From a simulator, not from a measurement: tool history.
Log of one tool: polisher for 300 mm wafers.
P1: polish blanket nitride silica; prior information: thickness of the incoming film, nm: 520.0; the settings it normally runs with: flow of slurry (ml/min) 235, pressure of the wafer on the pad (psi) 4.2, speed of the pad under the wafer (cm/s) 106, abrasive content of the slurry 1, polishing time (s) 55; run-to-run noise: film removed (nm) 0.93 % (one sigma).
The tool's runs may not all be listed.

run	hour	flow of slurry (ml/min)	pressure of the wafer on the pad (psi)	speed of the pad under the wafer (cm/s)	abrasive content of the slurry	polishing time (s)	film removed (nm)
1	3.3	235	4.2	106	1	55	37.927
2	7.1	235	4.2	168	1	55	54.541
3	9.8	235	4.2	106	1	55	37.378
4	13.4	235	4.2	106	1	55	37.518
5	19	235	4.2	106	1	55	37.564
6	23.4	235	4.2	106	1	55	37.117
7	28.4	345	4.2	106	1	55	38.559
8	31.4	235	2.5	66	1	55	15.211
9	36.1	235	4.2	106	0.5	55	25.426
# hour 36.9: slurry nozzle cleaned
10	42	235	5.9	106	1	55	53.782
11	45.9	235	4.2	106	1	55	37.212
12	51.8	235	4.2	106	1	78	54.192
13	54.6	235	4.2	106	1.35	55	42.812
14	59.1	235	5.6	106	1.3	55	55.583
15	61.9	235	4.2	106	1	40	27.546
16	67.1	235	4.2	70	1	55	26.495
17	71	140	4.2	106	1	55	35.257
18	76.4	235	1.9	106	1	55	17.209
19	81.8	235	4.2	106	1	55	38.064
20	85.1	235	4.2	106	1	55	36.436
21	88.2	235	4.2	106	1	55	35.16
22	93.9	235	4.2	106	1	55	34.873
# hour 96.2: slurry nozzle cleaned
23	99.1	235	4.2	106	1	55	34.845
24	102.9	235	4.2	106	1	55	34.594
# hour 104.9: worn pad replaced by a new one
25	107.2	235	4.2	106	1	55	34.008
# hour 107.7: conditioning disc replaced and pad reconditioned
26	112.3	235	4.2	106	1	55	33.731
27	115.3	235	4.2	106	1	55	33.353
28	118.7	235	4.2	106	1	55	33.648
29	121.8	235	4.2	106	1	55	33.946

What P1 gives has crept away from where it was. These 2 causes fit the log equally well, each at the size given:
A: head's pressure below its setpoint, % = 9.8
B: abrasive missing from the slurry, % = 19.3
The process output started creeping at around hour 81.8.
Excluded causes, each with its reason:
removal rate lost through wear of the pad, %: was serviced at hour 104.9, once the creep was under way, yet the earlier output never came back
slurry flow missing at the pad, %: was serviced at hour 96.2, once the creep was under way, yet the earlier output never came back
time polished since the conditioner stopped cutting, s: was serviced at hour 107.7, once the creep was under way, yet the earlier output never came back

The list below offers 4 check runs, each averaging the results of 5 wafers, and shows each result as a question mark. For which of them would the listed causes give clearly different results?
check 1	124.9	235	4.2	106	0.5	55	?
check 2	124.9	235	2.5	106	1	78	?
check 3	124.9	235	4.2	142	1	55	?
check 4	124.9	235	2.8	106	1.2	55	?

What each check would give under each cause:
check	result	if A	if B
check 1	film removed (nm)	23.265	22.439
check 2	film removed (nm)	28.567	28.565
check 3	film removed (nm)	42.759	42.756
check 4	film removed (nm)	24.41	24.646
How far apart the two closest causes lie, in the result that separates them most: check 1 3.62 %; check 2 0.01 %; check 3 0.01 %; check 4 0.96 %
Only check 1 tells the causes apart: in the others they would give nearly the same result.

Check 1 was carried out, with these results: film removed (nm) 23.25. Which of the listed causes is responsible?

The correct cause is A, namely: head's pressure below its setpoint, %.

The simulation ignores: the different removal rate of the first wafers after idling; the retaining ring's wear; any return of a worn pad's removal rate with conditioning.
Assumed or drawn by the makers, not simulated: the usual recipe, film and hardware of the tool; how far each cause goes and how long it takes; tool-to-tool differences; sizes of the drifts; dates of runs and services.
